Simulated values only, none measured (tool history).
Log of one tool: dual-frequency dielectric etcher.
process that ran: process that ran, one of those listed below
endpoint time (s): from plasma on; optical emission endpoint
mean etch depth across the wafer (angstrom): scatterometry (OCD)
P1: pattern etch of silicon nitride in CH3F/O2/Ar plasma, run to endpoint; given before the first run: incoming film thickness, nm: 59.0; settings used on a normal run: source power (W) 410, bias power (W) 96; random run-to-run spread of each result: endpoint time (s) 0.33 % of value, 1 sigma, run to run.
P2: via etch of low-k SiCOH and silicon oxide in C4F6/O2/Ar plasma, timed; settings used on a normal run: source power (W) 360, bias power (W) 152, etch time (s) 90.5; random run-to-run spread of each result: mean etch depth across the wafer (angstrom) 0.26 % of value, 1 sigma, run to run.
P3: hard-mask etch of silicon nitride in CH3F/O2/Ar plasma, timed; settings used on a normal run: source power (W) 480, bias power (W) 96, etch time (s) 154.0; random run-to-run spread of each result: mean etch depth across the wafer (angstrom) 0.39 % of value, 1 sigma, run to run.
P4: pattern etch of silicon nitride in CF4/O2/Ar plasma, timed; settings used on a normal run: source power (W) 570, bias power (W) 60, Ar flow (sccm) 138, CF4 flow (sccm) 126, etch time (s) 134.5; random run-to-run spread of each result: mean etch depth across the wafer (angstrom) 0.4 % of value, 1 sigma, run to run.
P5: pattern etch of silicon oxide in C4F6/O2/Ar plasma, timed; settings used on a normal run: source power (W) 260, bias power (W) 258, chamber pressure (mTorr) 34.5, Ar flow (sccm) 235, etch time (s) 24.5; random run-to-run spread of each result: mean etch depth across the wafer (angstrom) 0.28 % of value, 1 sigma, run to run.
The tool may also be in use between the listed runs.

run   hour  process that ran  source power (W)  bias power (W)  etch time (s)  Ar flow (sccm)  CF4 flow (sccm)  chamber pressure (mTorr)  hours since the last wet clean  hours since the last source power generator calibration  hours since the last bias power generator calibration  endpoint time (s)  mean etch depth across the wafer (angstrom)
  1   10.0                P1               410              96                                                                                                     364.5                                                    279.5                                                 1269.7             75.448
  2   19.7                P2               260             152           90.5                                                                                      374.2                                                    289.2                                                 1279.4                                                         1991.70
  3   34.6                P4               570              60          134.5             138              126                                                     389.1                                                    304.1                                                 1294.3                                                         3106.40
  4   46.9                P3               480              96          154.0                                                                                      401.4                                                    316.4                                                 1306.6                                                         1261.40
  5   60.1                P2               360             182           90.5                                                                                      414.6                                                    329.6                                                 1319.8                                                         2395.00
  6   71.4                P1               500             126                                                                                                     425.9                                                    340.9                                                 1331.1             63.529
  7   86.0                P2               360             152           52.5                                                                                      440.5                                                    355.5                                                 1345.7                                                         1320.10
  8   99.4                P1               560              96                                                                                                     453.9                                                    368.9                                                 1359.1             67.261
  9  113.2                P2               360             152           90.5                                                                                      467.7                                                    382.7                                                 1372.9                                                         2267.60
 10  126.9                P1               410              96                                                                                                     481.4                                                    396.4                                                 1386.6             75.570
 11  135.8                P4               570              60          193.0             138              126                                                     490.3                                                    405.3                                                 1395.5                                                         4429.60
 12  150.0                P5               260             258           18.5             235                                       34.5                           504.5                                                    419.5                                                 1409.7                                                          574.19
 13  158.8                P3               480              96          189.0                                                                                      513.3                                                    428.3                                                 1418.5                                                         1541.90
 14  167.0                P1               410              96                                                                                                     521.5                                                    436.5                                                 1426.7             75.932
 15  174.4                P1               280              96                                                                                                     528.9                                                    443.9                                                 1434.1             86.517
 16  188.2                P4               570              60          134.5             100              126                                                     542.7                                                    457.7                                                 1447.9                                                         3218.40
 17  198.0                P5               260             258           24.5             235                                       34.5                           552.5                                                    467.5                                                 1457.7                                                          763.76
 18  208.8                P5               340             258           24.5             235                                       34.5                           563.3                                                    478.3                                                 1468.5                                                          843.47
 19  217.7                P1               330             126                                                                                                     572.2                                                    487.2                                                 1477.4             74.031
     222.7  -- wet clean of the chamber
 20  229.4                P5               260             258           24.5             153                                       34.5                             6.7                                                    498.9                                                 1489.1                                                          800.20
 21  244.9                P5               260             258           24.5             235                                       26.5                            22.2                                                    514.4                                                 1504.6                                                          785.79
 22  256.4                P5               260             329           24.5             235                                       34.5                            33.7                                                    525.9                                                 1516.1                                                          833.61
 23  269.2                P1               410              96                                                                                                      46.5                                                    538.7                                                 1528.9             75.947
 24  279.1                P4               570              60          134.5             138              126                                                      56.4                                                    548.6                                                 1538.8                                                         3076.30
 25  288.7                P4               570              76          134.5             138              126                                                      66.0                                                    558.2                                                 1548.4                                                         3405.50
 26  303.5                P1               410              65                                                                                                      80.8                                                    573.0                                                 1563.2             86.538
 27  319.5                P4               570              60          134.5             138               82                                                      96.8                                                    589.0                                                 1579.2                                                         2918.00
 28  330.5                P1               410             119                                                                                                     107.8                                                    600.0                                                 1590.2             69.745
 29  340.9                P3               480              96          154.0                                                                                      118.2                                                    610.4                                                 1600.6                                                         1262.80
 30  353.5                P4               790              60          134.5             138              126                                                     130.8                                                    623.0                                                 1613.2                                                         4085.90
 31  363.9                P3               670              96          154.0                                                                                      141.2                                                    633.4                                                 1623.6                                                         1424.40
 32  374.5                P3               480             122          154.0                                                                                      151.8                                                    644.0                                                 1634.2                                                         1372.30
 33  389.0                P1               410              96                                                                                                     166.3                                                    658.5                                                 1648.7             75.464
 34  398.0                P1               410              96                                                                                                     175.3                                                    667.5                                                 1657.7             75.939
 35  408.5                P1               410              96                                                                                                     185.8                                                    678.0                                                 1668.2             75.885
 36  417.2                P1               410              96                                                                                                     194.5                                                    686.7                                                 1676.9             76.832
 37  432.0                P1               410              96                                                                                                     209.3                                                    701.5                                                 1691.7             76.506
     442.8  -- wet clean of the chamber
 38  444.8                P1               410              96                                                                                                       2.0                                                    714.3                                                 1704.5             76.800
 39  457.8                P1               410              96                                                                                                      15.0                                                    727.3                                                 1717.5             77.076
 40  466.5                P1               410              96                                                                                                      23.7                                                    736.0                                                 1726.2             76.596
 41  477.3                P1               410              96                                                                                                      34.5                                                    746.8                                                 1737.0             76.859

What P1 gives has crept off from where it sat before. The 2 causes that follow fit the log equally well, each at the size noted:
A: bias power that arrives under what is set, % = 4.49
B: source power that arrives under what is set, % = 4.36
The gradual shift began around hour 389.0.
Excluded causes, each with its reason:
chamber walls in a state that lowers the etch rate, %: work on it at hour 442.8, done after the drift set in, did not restore what the process gave before

Below are 4 check runs, each averaged over 2 wafers, with their results shown as question marks. Which of them would give clearly different results depending on which cause is behind the drift?
check 1  488.1                P3               480              96          154.0                                                                                                                                                                                                                                                                          ?
check 2  488.1                P5               260             258           24.5             235                                       34.5                                                                                                                                                                                                               ?
check 3  488.1                P4               570              60          134.5             138              126                                                                                                                                                                                                                                         ?
check 4  488.1                P2               360             152           90.5                                                                                                                                                                                                                                                                          ?

Outcome of each check run for each possible cause:
  check                                       result     if A     if B
check 1  mean etch depth across the wafer (angstrom)  1236.50  1236.30
check 2  mean etch depth across the wafer (angstrom)   749.48   748.81
check 3  mean etch depth across the wafer (angstrom)  3041.90  2979.10
check 4  mean etch depth across the wafer (angstrom)  2238.90  2231.10
Distance between the nearest two causes, measured in the result of the check that separates them most: check 1 0.02 %; check 2 0.09 %; check 3 2.09 %; check 4 0.35 %
Check 3 distinguishes between the causes, while the remaining checks would return nearly the same result for all of them.

Then check 3 was run and gave: mean etch depth across the wafer (angstrom) 2986.80. Which cause is it?

Of the candidate causes, it is B: source power that arrives under what is set, %.
